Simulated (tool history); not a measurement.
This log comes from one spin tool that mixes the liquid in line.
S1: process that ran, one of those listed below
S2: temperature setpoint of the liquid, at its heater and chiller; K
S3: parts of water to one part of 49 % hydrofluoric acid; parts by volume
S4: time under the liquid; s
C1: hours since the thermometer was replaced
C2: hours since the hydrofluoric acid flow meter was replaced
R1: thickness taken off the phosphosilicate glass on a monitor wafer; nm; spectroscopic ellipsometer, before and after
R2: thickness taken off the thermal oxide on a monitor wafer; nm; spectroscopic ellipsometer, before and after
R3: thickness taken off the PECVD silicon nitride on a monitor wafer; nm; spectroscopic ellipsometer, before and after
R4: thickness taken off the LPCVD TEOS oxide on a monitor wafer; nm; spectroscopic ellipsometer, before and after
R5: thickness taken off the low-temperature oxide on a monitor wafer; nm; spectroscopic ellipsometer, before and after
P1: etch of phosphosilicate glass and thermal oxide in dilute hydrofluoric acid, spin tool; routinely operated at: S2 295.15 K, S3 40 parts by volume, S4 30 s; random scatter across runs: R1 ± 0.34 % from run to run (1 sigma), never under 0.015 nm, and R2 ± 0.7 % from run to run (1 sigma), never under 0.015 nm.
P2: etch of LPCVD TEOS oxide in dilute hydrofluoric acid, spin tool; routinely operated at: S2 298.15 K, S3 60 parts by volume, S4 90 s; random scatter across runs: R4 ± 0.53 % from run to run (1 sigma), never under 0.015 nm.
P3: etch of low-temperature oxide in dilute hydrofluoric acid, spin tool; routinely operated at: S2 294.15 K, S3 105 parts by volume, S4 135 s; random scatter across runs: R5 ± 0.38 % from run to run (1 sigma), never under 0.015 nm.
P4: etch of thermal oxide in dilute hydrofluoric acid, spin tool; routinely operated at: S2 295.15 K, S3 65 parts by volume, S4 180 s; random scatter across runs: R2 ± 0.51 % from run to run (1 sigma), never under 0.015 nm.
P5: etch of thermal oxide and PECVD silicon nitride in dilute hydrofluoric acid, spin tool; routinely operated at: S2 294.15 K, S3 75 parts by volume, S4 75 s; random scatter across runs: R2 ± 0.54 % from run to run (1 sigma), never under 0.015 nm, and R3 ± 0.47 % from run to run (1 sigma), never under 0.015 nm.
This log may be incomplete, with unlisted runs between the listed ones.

Run 1, day 0.467: S1 P1, S2 295.15 K, S3 40 parts by volume, S4 30 s; C1 306.6; C2 658.4. Result: R1 76.974 nm, R2 3.5063 nm.
Run 2, day 0.838: S1 P1, S2 290.15 K, S3 65 parts by volume, S4 30 s; C1 315.5; C2 667.3. Result: R1 37.445 nm, R2 1.7086 nm.
Run 3, day 1.504: S1 P5, S2 294.15 K, S3 25 parts by volume, S4 75 s; C1 331.5; C2 683.3. Result: R2 13.9130 nm, R3 13.9940 nm.
Run 4, day 2.171: S1 P1, S2 295.15 K, S3 25 parts by volume, S4 30 s; C1 347.5; C2 699.3. Result: R1 125.850 nm, R2 5.8410 nm.
Run 5, day 2.775: S1 P2, S2 293.15 K, S3 60 parts by volume, S4 90 s; C1 362.0; C2 713.8. Result: R4 40.871 nm.
Run 6, day 3.550: S1 P1, S2 295.15 K, S3 40 parts by volume, S4 15 s; C1 380.6; C2 732.4. Result: R1 38.506 nm, R2 1.7362 nm.
Run 7, day 3.971: S1 P1, S2 295.15 K, S3 40 parts by volume, S4 30 s; C1 390.7; C2 742.5. Result: R1 77.217 nm, R2 3.5045 nm.
Run 8, day 4.625: S1 P2, S2 298.15 K, S3 95 parts by volume, S4 90 s; C1 406.4; C2 758.2. Result: R4 30.270 nm.
Run 9, day 5.354: S1 P4, S2 303.15 K, S3 65 parts by volume, S4 180 s; C1 423.9; C2 775.7. Result: R2 17.1950 nm.
Run 10, day 5.758: S1 P4, S2 295.15 K, S3 65 parts by volume, S4 180 s; C1 433.6; C2 785.4. Result: R2 12.2770 nm.
Run 11, day 6.417: S1 P1, S2 295.15 K, S3 40 parts by volume, S4 30 s; C1 449.4; C2 801.2. Result: R1 77.170 nm, R2 3.5612 nm.
Run 12, day 7.046: S1 P3, S2 294.15 K, S3 185 parts by volume, S4 135 s; C1 464.5; C2 816.3. Result: R5 13.215 nm.
Run 13, day 7.721: S1 P2, S2 298.15 K, S3 60 parts by volume, S4 90 s; C1 480.7; C2 832.5. Result: R4 49.991 nm.
Run 14, day 8.229: S1 P2, S2 298.15 K, S3 60 parts by volume, S4 170 s; C1 492.9; C2 844.7. Result: R4 94.700 nm.
Run 15, day 8.600: S1 P5, S2 294.15 K, S3 75 parts by volume, S4 75 s; C1 501.8; C2 853.6. Result: R2 4.3824 nm, R3 4.8269 nm.
Run 16, day 8.996: S1 P1, S2 301.15 K, S3 40 parts by volume, S4 30 s; C1 511.3; C2 863.1. Result: R1 98.636 nm, R2 4.5318 nm.
Run 17, day 9.667: S1 P3, S2 294.15 K, S3 105 parts by volume, S4 135 s; C1 527.4; C2 879.2. Result: R5 25.542 nm.
Run 18, day 10.183: S1 P1, S2 295.15 K, S3 65 parts by volume, S4 30 s; C1 539.8; C2 891.6. Result: R1 46.054 nm, R2 2.0906 nm.
Run 19, day 10.525: S1 P1, S2 290.15 K, S3 40 parts by volume, S4 30 s; C1 548.0; C2 899.8. Result: R1 62.202 nm, R2 2.8601 nm.
Run 20, day 11.238: S1 P1, S2 295.15 K, S3 40 parts by volume, S4 30 s; C1 565.1; C2 916.9. Result: R1 76.760 nm, R2 3.4792 nm.
Run 21, day 11.775: S1 P5, S2 290.15 K, S3 75 parts by volume, S4 75 s; C1 578.0; C2 929.8. Result: R2 3.7534 nm, R3 3.6385 nm.
Run 22, day 12.233: S1 P5, S2 294.15 K, S3 75 parts by volume, S4 115 s; C1 589.0; C2 940.8. Result: R2 6.6885 nm, R3 7.4217 nm.
At day 12.746: hydrofluoric acid flow meter replaced.
Run 23, day 12.800: S1 P2, S2 298.15 K, S3 60 parts by volume, S4 90 s; C1 602.6; C2 1.4. Result: R4 49.633 nm.
Run 24, day 13.521: S1 P1, S2 295.15 K, S3 40 parts by volume, S4 60 s; C1 619.9; C2 18.7. Result: R1 154.100 nm, R2 7.1090 nm.
Run 25, day 14.088: S1 P4, S2 295.15 K, S3 45 parts by volume, S4 180 s; C1 633.5; C2 32.3. Result: R2 18.0970 nm.
Run 26, day 14.525: S1 P3, S2 290.15 K, S3 105 parts by volume, S4 135 s; C1 644.0; C2 42.8. Result: R5 21.612 nm.
Run 27, day 15.312: S1 P4, S2 295.15 K, S3 65 parts by volume, S4 95 s; C1 662.9; C2 61.7. Result: R2 6.4971 nm.
Run 28, day 15.908: S1 P1, S2 295.15 K, S3 40 parts by volume, S4 30 s; C1 677.2; C2 76.0. Result: R1 77.235 nm, R2 3.5634 nm.
Run 29, day 16.646: S1 P3, S2 294.15 K, S3 105 parts by volume, S4 195 s; C1 694.9; C2 93.7. Result: R5 36.747 nm.
Run 30, day 16.996: S1 P4, S2 295.15 K, S3 65 parts by volume, S4 180 s; C1 703.3; C2 102.1. Result: R2 12.4210 nm.
Run 31, day 17.575: S1 P1, S2 290.15 K, S3 55 parts by volume, S4 30 s; C1 717.2; C2 116.0. Result: R1 44.426 nm, R2 2.0296 nm.
Run 32, day 17.938: S1 P1, S2 295.15 K, S3 40 parts by volume, S4 30 s; C1 725.9; C2 124.7. Result: R1 76.963 nm, R2 3.5179 nm.
Run 33, day 18.412: S1 P1, S2 295.15 K, S3 40 parts by volume, S4 30 s; C1 737.3; C2 136.1. Result: R1 78.715 nm, R2 3.5581 nm.
Run 34, day 18.862: S1 P1, S2 295.15 K, S3 40 parts by volume, S4 30 s; C1 748.1; C2 146.9. Result: R1 80.103 nm, R2 3.6139 nm.
Run 35, day 19.608: S1 P1, S2 295.15 K, S3 40 parts by volume, S4 30 s; C1 766.0; C2 164.8. Result: R1 81.187 nm, R2 3.7374 nm.
Run 36, day 20.121: S1 P1, S2 295.15 K, S3 40 parts by volume, S4 30 s; C1 778.3; C2 177.1. Result: R1 81.512 nm, R2 3.7706 nm.
Run 37, day 20.892: S1 P1, S2 295.15 K, S3 40 parts by volume, S4 30 s; C1 796.8; C2 195.6. Result: R1 81.992 nm, R2 3.7407 nm.
Run 38, day 21.467: S1 P1, S2 295.15 K, S3 40 parts by volume, S4 30 s; C1 810.6; C2 209.4. Result: R1 81.898 nm, R2 3.7053 nm.
Run 39, day 21.812: S1 P1, S2 295.15 K, S3 40 parts by volume, S4 30 s; C1 818.9; C2 217.7. Result: R1 82.433 nm, R2 3.7552 nm.
Run 40, day 22.154: S1 P1, S2 295.15 K, S3 40 parts by volume, S4 30 s; C1 827.1; C2 225.9. Result: R1 82.394 nm, R2 3.7847 nm.
Run 41, day 22.562: S1 P1, S2 295.15 K, S3 40 parts by volume, S4 30 s; C1 836.9; C2 235.7. Result: R1 82.298 nm, R2 3.8127 nm.
Run 42, day 23.133: S1 P1, S2 295.15 K, S3 40 parts by volume, S4 30 s; C1 850.6; C2 249.4. Result: R1 82.561 nm, R2 3.7635 nm.

P1 has crept away from where it was. The log is fitted equally well by each of these 2 causes, at the sizes shown:
A: liquid hotter than its thermometer reads (K) = 1.56
B: hydrofluoric acid flow above the setpoint (%) = 6.4
The gradual shift began around day 17.938.

The check runs listed below each take one wafer, and their results are still question marks. Under which run would the listed causes lead to clearly different results?
Run check 1, day 23.704: S1 P4, S2 303.15 K, S3 65 parts by volume, S4 180 s. Result: R2 ?.
Run check 2, day 23.704: S1 P5, S2 291.15 K, S3 75 parts by volume, S4 75 s. Result: R2 ?, R3 ?.
Run check 3, day 23.704: S1 P3, S2 290.15 K, S3 105 parts by volume, S4 135 s. Result: R5 ?.
Run check 4, day 23.704: S1 P2, S2 298.15 K, S3 90 parts by volume, S4 90 s. Result: R4 ?.

Outcome of each check run for each possible cause:
  check  result     if A     if B
check 1      R2  18.0820  18.2260
check 2      R2   4.1282   4.1333
check 2      R3   4.3852   4.1795
check 3      R5   23.068   23.148
check 4      R4   34.195   34.458
Distance between the nearest two causes, measured in the result of the check that separates them most: check 1 0.8 %; check 2 4.8 %; check 3 0.35 %; check 4 0.77 %
Check 2 is the one run that separates the causes; every other check would come out nearly the same whichever cause is at work.

With check 2 done, the readings were: R2 4.1103 nm; R3 4.3756 nm. Identify which of the listed causes applies.

The correct cause is A, namely: liquid hotter than its thermometer reads (K).
